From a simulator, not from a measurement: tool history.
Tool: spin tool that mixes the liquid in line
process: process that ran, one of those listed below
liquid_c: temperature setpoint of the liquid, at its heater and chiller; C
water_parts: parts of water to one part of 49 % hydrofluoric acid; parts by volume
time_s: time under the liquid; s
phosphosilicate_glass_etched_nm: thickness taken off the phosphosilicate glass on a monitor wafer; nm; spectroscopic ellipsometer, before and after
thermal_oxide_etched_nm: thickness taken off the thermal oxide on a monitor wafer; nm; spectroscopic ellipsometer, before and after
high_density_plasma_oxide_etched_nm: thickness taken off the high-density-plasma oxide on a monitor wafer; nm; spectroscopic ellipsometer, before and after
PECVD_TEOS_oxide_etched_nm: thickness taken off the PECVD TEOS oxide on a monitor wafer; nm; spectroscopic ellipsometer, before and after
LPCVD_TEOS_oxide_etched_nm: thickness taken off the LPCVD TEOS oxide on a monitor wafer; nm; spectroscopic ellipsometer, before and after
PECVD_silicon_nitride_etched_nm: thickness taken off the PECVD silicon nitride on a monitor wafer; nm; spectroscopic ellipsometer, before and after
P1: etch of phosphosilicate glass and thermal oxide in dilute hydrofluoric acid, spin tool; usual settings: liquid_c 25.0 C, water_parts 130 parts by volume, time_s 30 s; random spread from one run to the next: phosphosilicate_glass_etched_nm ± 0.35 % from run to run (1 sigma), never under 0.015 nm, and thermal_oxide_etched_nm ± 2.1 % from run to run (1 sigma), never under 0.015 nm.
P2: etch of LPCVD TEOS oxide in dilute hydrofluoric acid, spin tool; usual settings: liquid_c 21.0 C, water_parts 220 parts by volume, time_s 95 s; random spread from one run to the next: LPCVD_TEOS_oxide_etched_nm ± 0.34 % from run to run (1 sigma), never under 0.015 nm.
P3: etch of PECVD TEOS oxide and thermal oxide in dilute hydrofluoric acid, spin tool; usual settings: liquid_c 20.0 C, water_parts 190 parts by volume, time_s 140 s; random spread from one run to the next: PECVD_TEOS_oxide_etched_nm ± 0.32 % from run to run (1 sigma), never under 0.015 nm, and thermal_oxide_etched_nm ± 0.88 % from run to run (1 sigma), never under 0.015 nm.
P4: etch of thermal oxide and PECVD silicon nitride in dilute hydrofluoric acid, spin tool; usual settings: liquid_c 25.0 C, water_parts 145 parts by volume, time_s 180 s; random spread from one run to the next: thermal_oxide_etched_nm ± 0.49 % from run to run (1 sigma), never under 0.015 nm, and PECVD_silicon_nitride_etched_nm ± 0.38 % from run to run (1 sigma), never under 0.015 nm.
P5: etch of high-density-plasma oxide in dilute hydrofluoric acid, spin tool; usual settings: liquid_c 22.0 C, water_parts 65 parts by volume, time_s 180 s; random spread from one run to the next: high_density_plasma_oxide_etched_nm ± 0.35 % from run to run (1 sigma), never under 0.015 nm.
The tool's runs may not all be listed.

| run | hour | process | liquid_c | water_parts | time_s | hours since the thermometer was replaced | hours since the hydrofluoric acid flow meter was replaced | phosphosilicate_glass_etched_nm | thermal_oxide_etched_nm | high_density_plasma_oxide_etched_nm | PECVD_TEOS_oxide_etched_nm | LPCVD_TEOS_oxide_etched_nm | PECVD_silicon_nitride_etched_nm |
|---|---|---|---|---|---|---|---|---|---|---|---|---|---|
| 1 | 4.4 | P1 | 25.0 | 130 | 30 | 910.5 | 847.7 | 37.996 | 1.07100 |  |  |  |  |
| 2 | 7.3 | P5 | 22.0 | 90 | 180 | 913.4 | 850.6 |  |  | 14.5940 |  |  |  |
| 3 | 13.0 | P1 | 17.5 | 190 | 30 | 919.1 | 856.3 | 18.316 | 0.54422 |  |  |  |  |
| 4 | 18.4 | P3 | 20.0 | 190 | 140 | 924.5 | 861.7 |  | 2.83290 |  | 6.76230 |  |  |
| 5 | 21.6 | P1 | 25.0 | 130 | 30 | 927.7 | 864.9 | 37.938 | 1.12990 |  |  |  |  |
| 6 | 26.8 | P2 | 29.0 | 220 | 95 | 932.9 | 870.1 |  |  |  |  | 22.088 |  |
| 7 | 31.8 | P1 | 32.0 | 130 | 30 | 937.9 | 875.1 | 49.341 | 1.40880 |  |  |  |  |
| 8 | 37.0 | P4 | 25.0 | 145 | 335 | 943.1 | 880.3 |  | 11.21400 |  |  |  | 11.2200 |
| 9 | 40.5 | P1 | 25.0 | 195 | 30 | 946.6 | 883.8 | 23.456 | 0.64994 |  |  |  |  |
| 10 | 45.3 | P5 | 22.0 | 65 | 180 | 951.4 | 888.6 |  |  | 20.7900 |  |  |  |
| 11 | 49.3 | P1 | 25.0 | 130 | 60 | 955.4 | 892.6 | 75.742 | 2.32250 |  |  |  |  |
| 12 | 53.1 | P2 | 21.0 | 220 | 95 | 959.2 | 896.4 |  |  |  |  | 16.508 |  |
| 13 | 59.0 | P1 | 25.0 | 25 | 30 | 965.1 | 902.3 | 226.360 | 6.60110 |  |  |  |  |
| 14 | 63.2 | P5 | 18.0 | 65 | 180 | 969.3 | 906.5 |  |  | 17.6570 |  |  |  |
| 15 | 68.3 | P1 | 19.0 | 80 | 30 | 974.4 | 911.6 | 51.807 | 1.56860 |  |  |  |  |
| 16 | 73.4 | P1 | 18.0 | 130 | 30 | 979.5 | 916.7 | 28.734 | 0.88537 |  |  |  |  |
| 17 | 77.3 | P4 | 25.0 | 70 | 180 | 983.4 | 920.6 |  | 13.66500 |  |  |  | 12.4490 |
| 18 | 81.2 | P1 | 25.0 | 130 | 30 | 987.3 | 924.5 | 38.247 | 1.14020 |  |  |  |  |
| 19 | 85.2 | P4 | 25.0 | 145 | 180 | 991.3 | 928.5 |  | 6.00740 |  |  |  | 6.0928 |
| 20 | 89.6 | P2 | 21.0 | 220 | 150 | 995.7 | 932.9 |  |  |  |  | 26.186 |  |
| 21 | 92.6 | P5 | 22.0 | 65 | 15 | 998.7 | 935.9 |  |  | 1.7172 |  |  |  |
| 22 | 98.6 | P5 | 22.0 | 65 | 180 | 1004.7 | 941.9 |  |  | 20.8480 |  |  |  |
| 23 | 101.8 | P1 | 25.0 | 130 | 15 | 1007.9 | 945.1 | 18.921 | 0.56798 |  |  |  |  |
| 24 | 105.6 | P3 | 27.0 | 190 | 140 | 1011.7 | 948.9 |  | 3.62910 |  | 8.80790 |  |  |
| 25 | 110.4 | P2 | 21.0 | 65 | 95 | 1016.5 | 953.7 |  |  |  |  | 66.299 |  |
| 26 | 113.3 | P4 | 31.0 | 145 | 180 | 1019.4 | 956.6 |  | 7.47530 |  |  |  | 8.7637 |
| 27 | 116.1 | P1 | 25.0 | 130 | 30 | 1022.2 | 959.4 | 37.984 | 1.14740 |  |  |  |  |
| 28 | 121.6 | P3 | 20.0 | 55 | 140 | 1027.7 | 964.9 |  | 11.32900 |  | 27.01300 |  |  |
| 29 | 125.6 | P1 | 25.0 | 130 | 30 | 1031.7 | 968.9 | 37.901 | 1.17920 |  |  |  |  |
| 30 | 130.8 | P1 | 30.0 | 130 | 50 | 1036.9 | 974.1 | 76.495 | 2.23060 |  |  |  |  |
| 31 | 135.3 | P3 | 20.0 | 190 | 15 | 1041.4 | 978.6 |  | 0.29232 |  | 0.73076 |  |  |
| 32 | 141.4 | P1 | 25.0 | 130 | 30 | 1047.5 | 984.7 | 37.924 | 1.09360 |  |  |  |  |
| 33 | 146.8 | P1 | 25.0 | 130 | 30 | 1052.9 | 990.1 | 37.977 | 1.06530 |  |  |  |  |
| 34 | 152.1 | P1 | 25.0 | 130 | 30 | 1058.2 | 995.4 | 39.626 | 1.25160 |  |  |  |  |
| 35 | 156.1 | P1 | 25.0 | 130 | 30 | 1062.2 | 999.4 | 40.718 | 1.15680 |  |  |  |  |

Run 36, settings as shown, results not yet in. Your forecast:
| 36 | 159.6 | P1 | 25.0 | 130 | 30 | 1065.7 | 1002.9 | ? | ? |  |  |  |  |

For run 36 the tool returned phosphosilicate_glass_etched_nm 41.361 nm, thermal_oxide_etched_nm 1.29020 nm.

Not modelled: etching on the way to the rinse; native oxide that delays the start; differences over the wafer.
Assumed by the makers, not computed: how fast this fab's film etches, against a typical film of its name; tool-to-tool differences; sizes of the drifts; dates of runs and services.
